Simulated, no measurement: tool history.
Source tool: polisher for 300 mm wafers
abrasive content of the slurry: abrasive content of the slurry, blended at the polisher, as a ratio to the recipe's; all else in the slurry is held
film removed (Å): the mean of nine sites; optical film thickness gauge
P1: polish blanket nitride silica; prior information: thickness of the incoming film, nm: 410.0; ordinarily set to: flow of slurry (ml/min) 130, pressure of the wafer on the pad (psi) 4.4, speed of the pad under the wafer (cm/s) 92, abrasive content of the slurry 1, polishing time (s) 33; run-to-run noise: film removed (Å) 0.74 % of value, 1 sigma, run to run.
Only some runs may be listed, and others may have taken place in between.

| run | hour | flow of slurry (ml/min) | pressure of the wafer on the pad (psi) | speed of the pad under the wafer (cm/s) | abrasive content of the slurry | polishing time (s) | film removed (Å) |
|---|---|---|---|---|---|---|---|
| 1 | 8 | 130 | 4.4 | 92 | 1 | 33 | 206.03 |
| 2 | 22.4 | 130 | 4.4 | 92 | 1 | 33 | 206.11 |
|  | 30.4 | conditioning disc replaced and pad reconditioned |
| 3 | 36.9 | 130 | 4.4 | 92 | 1.5 | 33 | 239.89 |
| 4 | 44.3 | 130 | 4.4 | 92 | 1 | 33 | 203.12 |
| 5 | 55.2 | 200 | 4.4 | 92 | 1 | 33 | 220.92 |
| 6 | 71.8 | 130 | 4.4 | 92 | 1.3 | 44 | 306.47 |
| 7 | 79.1 | 130 | 4.4 | 92 | 0.5 | 33 | 142.86 |
| 8 | 94.6 | 80 | 4.4 | 92 | 1 | 33 | 181.09 |
| 9 | 102 | 130 | 4.4 | 92 | 1 | 33 | 202.65 |
| 10 | 114.8 | 130 | 2.5 | 92 | 1 | 33 | 118.22 |
| 11 | 126.1 | 90 | 4.4 | 128 | 1 | 33 | 245.22 |
| 12 | 135.9 | 130 | 4.4 | 92 | 1 | 33 | 203.47 |
| 13 | 151.3 | 130 | 4.4 | 92 | 1 | 43 | 267.1 |
| 14 | 158.6 | 130 | 4.4 | 92 | 1 | 33 | 203.74 |
| 15 | 172.6 | 130 | 4.4 | 46 | 1 | 33 | 116.94 |
| 16 | 184.8 | 130 | 6 | 92 | 1 | 33 | 278.59 |
| 17 | 200.3 | 130 | 4.4 | 126 | 1 | 33 | 263.08 |
| 18 | 208 | 130 | 4.4 | 92 | 1 | 15 | 92.533 |
| 19 | 220.7 | 130 | 4.4 | 92 | 1 | 33 | 202.54 |

Estimate the outcome of run 20 from the log above:
| 20 | 235.4 | 130 | 4.4 | 92 | 1 | 33 | ? |

film removed (Å): 195.89
